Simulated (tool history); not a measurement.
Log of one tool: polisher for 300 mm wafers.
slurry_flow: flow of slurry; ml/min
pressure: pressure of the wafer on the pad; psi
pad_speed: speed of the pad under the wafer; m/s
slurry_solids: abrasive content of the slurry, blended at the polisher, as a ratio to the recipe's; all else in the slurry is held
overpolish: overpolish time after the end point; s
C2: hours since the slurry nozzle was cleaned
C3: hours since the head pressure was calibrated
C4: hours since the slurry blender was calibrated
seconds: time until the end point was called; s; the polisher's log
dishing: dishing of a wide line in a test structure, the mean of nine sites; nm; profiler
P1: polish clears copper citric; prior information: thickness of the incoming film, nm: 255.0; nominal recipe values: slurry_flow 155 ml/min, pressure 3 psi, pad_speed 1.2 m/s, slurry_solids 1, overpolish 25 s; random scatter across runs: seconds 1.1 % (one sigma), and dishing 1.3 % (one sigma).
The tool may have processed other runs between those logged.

Run 1, hour 6.5: slurry_flow 155 ml/min, pressure 3 psi, pad_speed 1.2 m/s, slurry_solids 1, overpolish 25 s; wafers polished on this pad 667; C2 364.1; C3 471.8; C4 129.3. Result: seconds 104.99 s, dishing 19.808 nm.
Run 2, hour 11: slurry_flow 155 ml/min, pressure 4.7 psi, pad_speed 1.2 m/s, slurry_solids 1, overpolish 25 s; wafers polished on this pad 690; C2 368.6; C3 476.3; C4 133.8. Result: seconds 68.15 s, dishing 22.372 nm.
At hour 14.2: slurry nozzle cleaned.
Run 3, hour 17.3: slurry_flow 155 ml/min, pressure 3 psi, pad_speed 1.2 m/s, slurry_solids 1, overpolish 25 s; wafers polished on this pad 721; C2 3.1; C3 482.6; C4 140.1. Result: seconds 102.93 s, dishing 19.972 nm.
Run 4, hour 24.1: slurry_flow 155 ml/min, pressure 3 psi, pad_speed 1.2 m/s, slurry_solids 0.75, overpolish 25 s; wafers polished on this pad 755; C2 9.9; C3 489.4; C4 146.9. Result: seconds 110.47 s, dishing 19.338 nm.
At hour 27.7: head pressure recalibrated.
Run 5, hour 30.9: slurry_flow 205 ml/min, pressure 3 psi, pad_speed 1.2 m/s, slurry_solids 1, overpolish 25 s; wafers polished on this pad 789; C2 16.7; C3 3.2; C4 153.7. Result: seconds 98.811 s, dishing 20.165 nm.
Run 6, hour 36: slurry_flow 155 ml/min, pressure 3 psi, pad_speed 1.7 m/s, slurry_solids 0.8, overpolish 25 s; wafers polished on this pad 815; C2 21.8; C3 8.3; C4 158.8. Result: seconds 77.852 s, dishing 20.658 nm.
Run 7, hour 40: slurry_flow 155 ml/min, pressure 3 psi, pad_speed 0.6 m/s, slurry_solids 1, overpolish 25 s; wafers polished on this pad 835; C2 25.8; C3 12.3; C4 162.8. Result: seconds 207.02 s, dishing 14.9 nm.
Run 8, hour 47.5: slurry_flow 155 ml/min, pressure 3 psi, pad_speed 1.2 m/s, slurry_solids 1, overpolish 36 s; wafers polished on this pad 872; C2 33.3; C3 19.8; C4 170.3. Result: seconds 106.7 s, dishing 21.649 nm.
Run 9, hour 54.7: slurry_flow 155 ml/min, pressure 3 psi, pad_speed 1.2 m/s, slurry_solids 1, overpolish 25 s; wafers polished on this pad 908; C2 40.5; C3 27; C4 177.5. Result: seconds 105.45 s, dishing 19.93 nm.
Run 10, hour 61.4: slurry_flow 120 ml/min, pressure 3 psi, pad_speed 0.72 m/s, slurry_solids 1, overpolish 25 s; wafers polished on this pad 941; C2 47.2; C3 33.7; C4 184.2. Result: seconds 181.55 s, dishing 15.889 nm.
At hour 63.8: worn pad replaced by a new one.
Run 11, hour 68.9: slurry_flow 95 ml/min, pressure 3 psi, pad_speed 1.2 m/s, slurry_solids 1, overpolish 25 s; wafers polished on this pad 25; C2 54.7; C3 41.2; C4 191.7. Result: seconds 116.45 s, dishing 19.297 nm.
Run 12, hour 73.7: slurry_flow 240 ml/min, pressure 3 psi, pad_speed 1.74 m/s, slurry_solids 1, overpolish 25 s; wafers polished on this pad 49; C2 59.5; C3 46; C4 196.5. Result: seconds 68.546 s, dishing 20.859 nm.
Run 13, hour 77.4: slurry_flow 155 ml/min, pressure 3 psi, pad_speed 1.2 m/s, slurry_solids 1, overpolish 25 s; wafers polished on this pad 68; C2 63.2; C3 49.7; C4 200.2. Result: seconds 105.72 s, dishing 20.065 nm.
Run 14, hour 81: slurry_flow 155 ml/min, pressure 3 psi, pad_speed 1.9 m/s, slurry_solids 1, overpolish 25 s; wafers polished on this pad 86; C2 66.8; C3 53.3; C4 203.8. Result: seconds 66.306 s, dishing 21.29 nm.
Run 15, hour 86.2: slurry_flow 155 ml/min, pressure 3 psi, pad_speed 1.2 m/s, slurry_solids 1, overpolish 14 s; wafers polished on this pad 112; C2 72; C3 58.5; C4 209. Result: seconds 106.6 s, dishing 15.475 nm.
Run 16, hour 92.8: slurry_flow 155 ml/min, pressure 1.4 psi, pad_speed 1.2 m/s, slurry_solids 1, overpolish 25 s; wafers polished on this pad 145; C2 78.6; C3 65.1; C4 215.6. Result: seconds 222.03 s, dishing 14.032 nm.
Run 17, hour 98.9: slurry_flow 155 ml/min, pressure 3 psi, pad_speed 1.2 m/s, slurry_solids 1.35, overpolish 25 s; wafers polished on this pad 175; C2 84.7; C3 71.2; C4 221.7. Result: seconds 100.29 s, dishing 20.097 nm.
Run 18, hour 104.3: slurry_flow 155 ml/min, pressure 3 psi, pad_speed 1.2 m/s, slurry_solids 1, overpolish 25 s; wafers polished on this pad 202; C2 90.1; C3 76.6; C4 227.1. Result: seconds 105.6 s, dishing 19.85 nm.
Run 19, hour 111.2: slurry_flow 155 ml/min, pressure 3 psi, pad_speed 1.2 m/s, slurry_solids 1, overpolish 25 s; wafers polished on this pad 237; C2 97; C3 83.5; C4 234. Result: seconds 105.92 s, dishing 19.772 nm.
Run 20, hour 117: slurry_flow 155 ml/min, pressure 3 psi, pad_speed 1.2 m/s, slurry_solids 1, overpolish 25 s; wafers polished on this pad 266; C2 102.8; C3 89.3; C4 239.8. Result: seconds 107.02 s, dishing 19.567 nm.
Run 21, hour 120.9: slurry_flow 155 ml/min, pressure 3 psi, pad_speed 1.2 m/s, slurry_solids 1, overpolish 25 s; wafers polished on this pad 285; C2 106.7; C3 93.2; C4 243.7. Result: seconds 109.66 s, dishing 19.426 nm.
Run 22, hour 125.7: slurry_flow 155 ml/min, pressure 3 psi, pad_speed 1.2 m/s, slurry_solids 1, overpolish 25 s; wafers polished on this pad 309; C2 111.5; C3 98; C4 248.5. Result: seconds 110.37 s, dishing 19.383 nm.
Run 23, hour 131.1: slurry_flow 155 ml/min, pressure 3 psi, pad_speed 1.2 m/s, slurry_solids 1, overpolish 25 s; wafers polished on this pad 336; C2 116.9; C3 103.4; C4 253.9. Result: seconds 111.54 s, dishing 19.339 nm.
Run 24, hour 136.6: slurry_flow 155 ml/min, pressure 3 psi, pad_speed 1.2 m/s, slurry_solids 1, overpolish 25 s; wafers polished on this pad 363; C2 122.4; C3 108.9; C4 259.4. Result: seconds 111.63 s, dishing 19.577 nm.

Run 25 comes next. What will it give?
At hour 140: worn pad replaced by a new one.
At hour 141.2: head pressure recalibrated.
Run 25, hour 142.5: slurry_flow 155 ml/min, pressure 3 psi, pad_speed 1.2 m/s, slurry_solids 1, overpolish 25 s; wafers polished on this pad 12; C2 128.3; C3 1.3; C4 265.3. Result: seconds ?, dishing ?.

seconds: 113.57 s
dishing: 19.484 nm
